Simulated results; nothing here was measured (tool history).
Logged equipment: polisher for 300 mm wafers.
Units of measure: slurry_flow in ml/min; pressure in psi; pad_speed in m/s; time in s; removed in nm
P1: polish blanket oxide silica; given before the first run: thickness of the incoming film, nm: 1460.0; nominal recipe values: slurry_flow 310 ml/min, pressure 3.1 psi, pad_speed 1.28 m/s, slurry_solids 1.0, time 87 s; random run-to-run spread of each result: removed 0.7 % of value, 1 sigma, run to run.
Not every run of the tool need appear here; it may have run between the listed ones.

| run | hour | slurry_flow | pressure | pad_speed | slurry_solids | time | wafers polished on this pad | hours since the slurry nozzle was cleaned | hours since the head pressure was calibrated | hours since the slurry blender was calibrated | hours since the conditioning disc was replaced | removed |
|---|---|---|---|---|---|---|---|---|---|---|---|---|
| 1 | 14.4 | 310 | 3.1 | 1.28 | 1.0 | 87 | 805 | 268.9 | 750.8 | 186.3 | 382.4 | 196.980 |
| 2 | 26.6 | 310 | 3.1 | 1.28 | 1.2 | 87 | 881 | 281.1 | 763.0 | 198.5 | 394.6 | 213.810 |
| 3 | 38.6 | 310 | 3.1 | 1.28 | 1.0 | 87 | 955 | 293.1 | 775.0 | 210.5 | 406.6 | 199.330 |
| 4 | 49.3 | 430 | 3.1 | 1.28 | 0.6 | 87 | 1021 | 303.8 | 785.7 | 221.2 | 417.3 | 153.930 |
| 5 | 64.9 | 310 | 3.1 | 0.72 | 1.0 | 87 | 1118 | 319.4 | 801.3 | 236.8 | 432.9 | 123.270 |
| 6 | 77.7 | 310 | 1.4 | 1.28 | 1.0 | 87 | 1197 | 332.2 | 814.1 | 249.6 | 445.7 | 88.699 |
| 7 | 87.1 | 185 | 3.1 | 1.28 | 1.0 | 87 | 1256 | 341.6 | 823.5 | 259.0 | 455.1 | 187.310 |
| 8 | 102.2 | 485 | 3.1 | 1.28 | 1.0 | 87 | 1349 | 356.7 | 838.6 | 274.1 | 470.2 | 204.290 |
| 9 | 114.4 | 310 | 3.1 | 1.28 | 1.0 | 65 | 1425 | 368.9 | 850.8 | 286.3 | 482.4 | 148.420 |
| 10 | 128.6 | 310 | 3.1 | 1.28 | 1.0 | 87 | 1513 | 383.1 | 865.0 | 300.5 | 496.6 | 198.250 |
| 11 | 144.5 | 310 | 3.1 | 1.98 | 1.0 | 87 | 1611 | 399.0 | 880.9 | 316.4 | 512.5 | 282.520 |
| 12 | 155.7 | 310 | 4.6 | 1.28 | 1.0 | 87 | 1680 | 410.2 | 892.1 | 327.6 | 523.7 | 290.470 |
| 13 | 171.3 | 310 | 3.1 | 1.28 | 1.0 | 87 | 1777 | 425.8 | 907.7 | 343.2 | 539.3 | 197.500 |
| 14 | 189.5 | 310 | 3.1 | 1.28 | 1.0 | 87 | 1890 | 444.0 | 925.9 | 361.4 | 557.5 | 197.830 |
| 15 | 199.3 | 310 | 3.1 | 1.28 | 1.0 | 125 | 1950 | 453.8 | 935.7 | 371.2 | 567.3 | 283.280 |
| 16 | 212.5 | 310 | 3.1 | 1.28 | 0.7 | 87 | 2032 | 467.0 | 948.9 | 384.4 | 580.5 | 165.110 |
| 17 | 223.4 | 310 | 3.1 | 1.28 | 1.0 | 87 | 2100 | 477.9 | 959.8 | 395.3 | 591.4 | 196.280 |
| 18 | 231.7 | 310 | 3.1 | 1.28 | 1.0 | 87 | 2151 | 486.2 | 968.1 | 403.6 | 599.7 | 192.530 |
| 19 | 240.2 | 310 | 3.1 | 1.28 | 1.0 | 87 | 2204 | 494.7 | 976.6 | 412.1 | 608.2 | 187.390 |
| 20 | 253.9 | 310 | 3.1 | 1.28 | 1.0 | 87 | 2289 | 508.4 | 990.3 | 425.8 | 621.9 | 183.070 |
| 21 | 266.6 | 310 | 3.1 | 1.28 | 1.0 | 87 | 2367 | 521.1 | 1003.0 | 438.5 | 634.6 | 181.540 |
|  | 277.4 | head pressure recalibrated |
| 22 | 285.0 | 310 | 3.1 | 1.28 | 1.0 | 87 | 2481 | 539.5 | 7.6 | 456.9 | 653.0 | 178.840 |
|  | 289.6 | conditioning disc replaced and pad reconditioned |
| 23 | 299.6 | 310 | 3.1 | 1.28 | 1.0 | 87 | 2572 | 554.1 | 22.2 | 471.5 | 10.0 | 174.940 |
| 24 | 310.9 | 310 | 3.1 | 1.28 | 1.0 | 87 | 2642 | 565.4 | 33.5 | 482.8 | 21.3 | 175.200 |
| 25 | 327.6 | 310 | 3.1 | 1.28 | 1.0 | 87 | 2745 | 582.1 | 50.2 | 499.5 | 38.0 | 172.710 |
| 26 | 345.1 | 310 | 3.1 | 1.28 | 1.0 | 87 | 2854 | 599.6 | 67.7 | 517.0 | 55.5 | 173.950 |

Compared with where it was, what P1 gives has crept away. Each cause listed below fits the log as well as the rest, at the size given for it:
A: removal rate lost through wear of the pad, % = 12.2
B: abrasive missing from the slurry, % = 23.5
The creep began at about hour 223.4.
The rest of the possible causes, and what rules out each one:
slurry flow missing at the pad, %: at its largest 40, which would move removed by -5.6 %, too little to match the creep or of the wrong sign
head's pressure below its setpoint, %: was serviced at hour 277.4, once the creep was under way, yet the earlier output never came back
time polished since the conditioner stopped cutting, s: was serviced at hour 289.6, once the creep was under way, yet the earlier output never came back

Consider the 4 check runs below, whose results appear as question marks and each of which averages 5 wafers. Which one distinguishes the causes, in that each cause would give it a clearly different result?
| check 1 | 362.6 | 400 | 3.1 | 1.28 | 1.0 | 87 |  |  |  |  |  | ? |
| check 2 | 362.6 | 310 | 3.1 | 1.28 | 0.7 | 87 |  |  |  |  |  | ? |
| check 3 | 362.6 | 460 | 3.1 | 1.74 | 1.0 | 87 |  |  |  |  |  | ? |
| check 4 | 362.6 | 310 | 3.7 | 0.80 | 1.0 | 87 |  |  |  |  |  | ? |

Predicted outcomes, by check and by cause:
| check | result | if A | if B |
|---|---|---|---|
| check 1 | removed | 177.190 | 177.080 |
| check 2 | removed | 145.400 | 141.910 |
| check 3 | removed | 228.550 | 228.410 |
| check 4 | removed | 142.360 | 142.280 |
Separation of the two closest causes in each check, using whichever result separates them best: check 1 0.06 %; check 2 2.43 %; check 3 0.06 %; check 4 0.06 %
Of the check runs offered, only check 2 discriminates between the causes; the rest would read about the same regardless of which cause applies.

Then check 2 was run and gave: removed 145.280 nm. Which cause is it?

Of the candidate causes, it is A: removal rate lost through wear of the pad, %.

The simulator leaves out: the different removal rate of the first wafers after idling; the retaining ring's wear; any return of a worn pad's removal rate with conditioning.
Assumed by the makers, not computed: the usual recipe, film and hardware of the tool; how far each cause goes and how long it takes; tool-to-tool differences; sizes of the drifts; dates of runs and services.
